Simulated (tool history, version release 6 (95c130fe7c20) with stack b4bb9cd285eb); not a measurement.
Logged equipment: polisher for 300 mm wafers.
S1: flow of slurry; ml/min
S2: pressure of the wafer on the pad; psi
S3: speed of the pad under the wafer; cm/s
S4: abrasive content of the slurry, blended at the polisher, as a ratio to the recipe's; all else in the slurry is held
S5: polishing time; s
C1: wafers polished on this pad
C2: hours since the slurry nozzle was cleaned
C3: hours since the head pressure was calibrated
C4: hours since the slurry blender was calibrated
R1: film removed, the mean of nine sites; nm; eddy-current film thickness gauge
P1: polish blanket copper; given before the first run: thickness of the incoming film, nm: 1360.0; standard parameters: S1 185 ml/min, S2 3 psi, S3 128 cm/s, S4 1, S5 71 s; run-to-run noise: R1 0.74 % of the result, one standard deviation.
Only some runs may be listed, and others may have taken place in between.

run 1 hour=12.7 | S1=185 S2=3 S3=128 S4=1 S5=71 | C1=1155 C2=143.8 C3=582.1 C4=67.6 | R1=329.11
run 2 hour=28.4 | S1=185 S2=3 S3=128 S4=0.7 S5=71 | C1=1341 C2=159.5 C3=597.8 C4=83.3 | R1=304.41
run 3 hour=40.5 | S1=185 S2=3 S3=128 S4=1.35 S5=71 | C1=1484 C2=171.6 C3=609.9 C4=95.4 | R1=355.45
run 4 hour=55.6 | S1=285 S2=3 S3=128 S4=1 S5=89 | C1=1662 C2=186.7 C3=625 C4=110.5 | R1=427.61
run 5 hour=64.1 | S1=185 S2=3 S3=128 S4=1 S5=97 | C1=1763 C2=195.2 C3=633.5 C4=119 | R1=448.4
run 6 hour=75.3 | S1=110 S2=3 S3=128 S4=1 S5=71 | C1=1895 C2=206.4 C3=644.7 C4=130.2 | R1=300.76
run 7 hour=86.6 | S1=245 S2=3 S3=128 S4=1 S5=71 | C1=2029 C2=217.7 C3=656 C4=141.5 | R1=346.72
run 8 hour=98.5 | S1=185 S2=3 S3=128 S4=1 S5=71 | C1=2169 C2=229.6 C3=667.9 C4=153.4 | R1=331.2
run 9 hour=111.1 | S1=185 S2=3 S3=128 S4=1 S5=46 | C1=2318 C2=242.2 C3=680.5 C4=166 | R1=214.13
run 10 hour=126.8 | S1=275 S2=3 S3=128 S4=1.2 S5=71 | C1=2504 C2=257.9 C3=696.2 C4=181.7 | R1=360.72
run 11 hour=134.4 | S1=185 S2=3 S3=128 S4=1 S5=71 | C1=2594 C2=265.5 C3=703.8 C4=189.3 | R1=328.67
run 12 hour=147.4 | S1=185 S2=4.4 S3=128 S4=1 S5=71 | C1=2747 C2=278.5 C3=716.8 C4=202.3 | R1=487.08
run 13 hour=155.6 | S1=185 S2=1.8 S3=128 S4=1 S5=71 | C1=2844 C2=286.7 C3=725 C4=210.5 | R1=198.98
run 14 hour=167.4 | S1=185 S2=3 S3=128 S4=1 S5=71 | C1=2984 C2=298.5 C3=736.8 C4=222.3 | R1=332.55
run 15 hour=181.4 | S1=185 S2=3 S3=96 S4=1 S5=71 | C1=3149 C2=312.5 C3=750.8 C4=236.3 | R1=247.67
run 16 hour=197.4 | S1=185 S2=3 S3=196 S4=1 S5=71 | C1=3338 C2=328.5 C3=766.8 C4=252.3 | R1=507.22

Expected results for the next run?
run 17 hour=206.2 | S1=185 S2=3 S3=128 S4=1 S5=71 | C1=3442 C2=337.3 C3=775.6 C4=261.1 | R1=?

R1: 332.24 nm

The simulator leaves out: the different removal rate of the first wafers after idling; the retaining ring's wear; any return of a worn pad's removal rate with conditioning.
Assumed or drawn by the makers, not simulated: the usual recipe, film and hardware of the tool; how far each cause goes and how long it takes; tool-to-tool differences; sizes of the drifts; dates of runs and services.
